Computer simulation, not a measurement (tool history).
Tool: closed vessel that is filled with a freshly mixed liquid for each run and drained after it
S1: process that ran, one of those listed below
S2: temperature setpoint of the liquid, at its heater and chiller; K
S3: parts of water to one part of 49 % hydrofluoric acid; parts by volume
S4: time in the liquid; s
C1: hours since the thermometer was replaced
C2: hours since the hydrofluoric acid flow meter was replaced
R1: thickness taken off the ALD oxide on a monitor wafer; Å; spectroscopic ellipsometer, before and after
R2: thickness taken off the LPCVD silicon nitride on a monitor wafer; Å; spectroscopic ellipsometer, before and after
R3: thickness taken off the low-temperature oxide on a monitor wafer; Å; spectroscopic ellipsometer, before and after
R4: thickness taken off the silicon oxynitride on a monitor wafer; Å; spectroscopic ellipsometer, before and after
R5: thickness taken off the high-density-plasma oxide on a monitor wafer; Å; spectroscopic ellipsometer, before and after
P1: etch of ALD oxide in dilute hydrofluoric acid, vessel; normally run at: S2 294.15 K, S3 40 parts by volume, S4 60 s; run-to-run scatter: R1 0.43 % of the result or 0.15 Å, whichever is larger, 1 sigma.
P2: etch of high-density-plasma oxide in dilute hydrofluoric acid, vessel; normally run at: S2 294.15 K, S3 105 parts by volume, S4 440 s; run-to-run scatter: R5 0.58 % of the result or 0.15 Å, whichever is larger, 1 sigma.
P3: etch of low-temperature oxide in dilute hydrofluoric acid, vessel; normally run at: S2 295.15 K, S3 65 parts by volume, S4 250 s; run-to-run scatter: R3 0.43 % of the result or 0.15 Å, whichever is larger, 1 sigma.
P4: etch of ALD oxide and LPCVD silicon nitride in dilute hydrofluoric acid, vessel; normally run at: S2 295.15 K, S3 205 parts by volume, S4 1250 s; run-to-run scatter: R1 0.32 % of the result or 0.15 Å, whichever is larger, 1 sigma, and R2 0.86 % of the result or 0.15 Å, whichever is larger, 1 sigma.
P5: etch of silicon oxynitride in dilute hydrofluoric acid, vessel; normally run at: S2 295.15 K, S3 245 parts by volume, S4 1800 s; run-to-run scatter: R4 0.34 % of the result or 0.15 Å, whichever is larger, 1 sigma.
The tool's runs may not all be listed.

run	hour	S1	S2	S3	S4	C1	C2	R1	R2	R3	R4	R5
1	4.9	P1	294.15	40	60	992.6	1121.7	143.44				
2	10.8	P4	295.15	290	1250	998.5	1127.6	342.61	17.223			
3	16.4	P3	295.15	115	250	1004.1	1133.2			204.01		
4	23.4	P4	295.15	205	1250	1011.1	1140.2	522.46	23.708			
5	27.7	P5	295.15	405	1800	1015.4	1144.5				68.732	
6	32.3	P1	294.15	25	60	1020	1149.1	233.88				
7	35.8	P2	290.15	105	440	1023.5	1152.6					220.88
8	42.1	P1	294.15	60	60	1029.8	1158.9	92.384				
9	45.6	P1	302.15	40	60	1033.3	1162.4	199.97				
10	50.2	P1	290.15	40	60	1037.9	1167	119.24				
11	55.1	P3	290.15	65	250	1042.8	1171.9			308.66		
12	62.1	P1	294.15	65	30	1049.8	1178.9	42.615				
13	69.6	P4	290.15	205	1250	1057.3	1186.4	432.89	17.34			
14	75.5	P4	295.15	205	335	1063.2	1192.3	140.75	6.4049			
15	81.1	P3	295.15	65	250	1068.8	1197.9			379.49		
16	87.8	P5	301.65	245	1800	1075.5	1204.6				165.97	
17	94.6	P2	294.15	105	440	1082.3	1211.4					255.92
18	98.5	P3	295.15	65	400	1086.2	1215.3			609.47		
19	103.8	P1	294.15	40	60	1091.5	1220.6	143.29				
20	107.7	P1	294.15	40	90	1095.4	1224.5	212.93				
21	114.5	P1	294.15	40	30	1102.2	1231.3	71.442				
22	118.1	P1	294.15	40	60	1105.8	1234.9	143.67				
23	124.3	P5	295.15	245	1800	1112	1241.1				124.93	
24	129.1	P5	295.15	245	30	1116.8	1245.9				2.1719	
25	136.1	P1	294.15	40	60	1123.8	1252.9	141.2				
26	140.1	P1	294.15	40	60	1127.8	1256.9	142.59				

Forecast run 27:
27	144.1	P2	294.15	105	690	1131.8	1260.9					?

Run 27 gave R5 402.8 Å.
